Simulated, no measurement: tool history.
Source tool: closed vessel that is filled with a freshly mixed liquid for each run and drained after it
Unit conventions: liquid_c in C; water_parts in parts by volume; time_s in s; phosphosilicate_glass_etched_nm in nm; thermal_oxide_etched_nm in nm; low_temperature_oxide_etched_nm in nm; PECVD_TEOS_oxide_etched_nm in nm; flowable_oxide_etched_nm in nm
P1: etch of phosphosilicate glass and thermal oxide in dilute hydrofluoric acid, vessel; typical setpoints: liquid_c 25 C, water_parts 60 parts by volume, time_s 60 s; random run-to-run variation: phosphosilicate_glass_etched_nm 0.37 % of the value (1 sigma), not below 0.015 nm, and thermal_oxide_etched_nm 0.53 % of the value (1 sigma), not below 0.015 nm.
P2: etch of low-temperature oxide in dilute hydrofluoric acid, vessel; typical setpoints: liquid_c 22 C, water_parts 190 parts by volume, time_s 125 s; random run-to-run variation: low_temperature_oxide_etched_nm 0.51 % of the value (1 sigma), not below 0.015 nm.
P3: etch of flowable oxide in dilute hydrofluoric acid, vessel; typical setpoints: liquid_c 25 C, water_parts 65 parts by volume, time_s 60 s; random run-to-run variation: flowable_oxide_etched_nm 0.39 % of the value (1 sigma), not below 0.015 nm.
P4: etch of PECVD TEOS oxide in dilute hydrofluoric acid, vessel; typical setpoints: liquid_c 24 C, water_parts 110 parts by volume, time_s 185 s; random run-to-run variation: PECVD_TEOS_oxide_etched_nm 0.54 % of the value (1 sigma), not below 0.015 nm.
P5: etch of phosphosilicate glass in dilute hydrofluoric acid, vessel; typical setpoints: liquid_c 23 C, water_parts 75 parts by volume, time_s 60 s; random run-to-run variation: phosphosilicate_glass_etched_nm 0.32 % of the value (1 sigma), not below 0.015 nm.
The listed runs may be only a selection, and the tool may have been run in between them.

run,day,process,liquid_c,water_parts,time_s,hours since the thermometer was replaced,hours since the hydrofluoric acid flow meter was replaced,phosphosilicate_glass_etched_nm,thermal_oxide_etched_nm,low_temperature_oxide_etched_nm,PECVD_TEOS_oxide_etched_nm,flowable_oxide_etched_nm
1,0.321,P1,25,60,60,532,709.2,206.72,5.43,,,
2,0.792,P5,23,75,105,543.3,720.5,104.31,,,,
3,1.283,P1,25,60,60,555.1,732.3,207.14,5.4216,,,
4,1.567,P1,25,60,115,561.9,739.1,396.14,10.406,,,
5,2.079,P1,25,60,60,574.2,751.4,208.17,5.4231,,,
6,2.412,P5,23,75,60,582.2,759.4,59.662,,,,
7,2.808,P2,22,190,40,591.7,768.9,,,1.8784,,
8,3.054,P2,22,350,125,597.6,774.8,,,2.7308,,
9,3.479,P1,25,35,60,607.8,785,370.84,9.6537,,,
10,3.925,P1,25,60,60,618.5,795.7,208.01,5.4247,,,
11,4.275,P1,25,95,60,626.9,804.1,125.8,3.3257,,,
12,4.521,P2,22,190,125,632.8,810,,,5.8433,,
13,4.808,P4,17,110,185,639.7,816.9,,,,13.937,
14,5.146,P3,25,65,35,647.8,825,,,,,15.063
15,5.588,P3,25,65,60,658.4,835.6,,,,,25.853
16,6.046,P1,25,60,30,669.4,846.6,103.82,2.7361,,,
17,6.462,P2,25.5,190,125,679.4,856.6,,,6.6587,,
18,6.942,P5,17,75,60,690.9,868.1,46.058,,,,
19,7.242,P3,25,65,60,698.1,875.3,,,,,25.785
20,7.5,P4,24,110,270,704.3,881.5,,,,27.037,
21,7.779,P1,25,60,60,711,888.2,209.32,5.4251,,,
22,8.062,P2,22,190,125,717.8,895,,,5.8571,,
23,8.321,P1,17.5,60,60,724,901.2,153.39,4.0248,,,
24,8.654,P4,24,160,185,732,909.2,,,,12.085,
25,9.033,P1,25,35,30,741.1,918.3,185.42,4.8323,,,
26,9.458,P1,30.5,60,60,751.3,928.5,259.59,6.7532,,,
27,9.971,P3,25,105,60,763.6,940.8,,,,,15.163
28,10.196,P3,30.5,65,60,769,946.2,,,,,31.905
29,10.429,P5,23,105,60,774.6,951.8,40.88,,,,
30,10.667,P4,24,110,185,780.3,957.5,,,,18.537,
31,11.092,P1,25,60,60,790.5,967.7,208.12,5.387,,,
32,11.483,P1,25,60,60,799.9,977.1,210.35,5.4159,,,
33,11.771,P1,25,60,60,806.8,984,202.9,5.354,,,
34,12.15,P1,25,60,60,815.9,993.1,199.26,5.2002,,,
35,12.479,P1,25,60,60,823.8,1001,196.42,5.1386,,,
36,12.938,P1,25,60,60,834.8,1012,193.63,5.0913,,,
37,13.188,P1,25,60,60,840.8,1018,193.17,5.0035,,,
38,13.604,P1,25,60,60,850.8,1028,192.42,4.9711,,,
39,14.025,P1,25,60,60,860.9,1038.1,190.29,4.9952,,,
40,14.329,P1,25,60,60,868.2,1045.4,190.89,4.9663,,,
41,14.75,P1,25,60,60,878.3,1055.5,190.38,4.9629,,,
42,15.2,P1,25,60,60,889.1,1066.3,189.1,4.8986,,,

Run 43 has not been measured yet. What should we expect?
43,15.629,P1,25,60,60,899.4,1076.6,?,?,,,

phosphosilicate_glass_etched_nm: 188.99 nm
thermal_oxide_etched_nm: 4.9166 nm
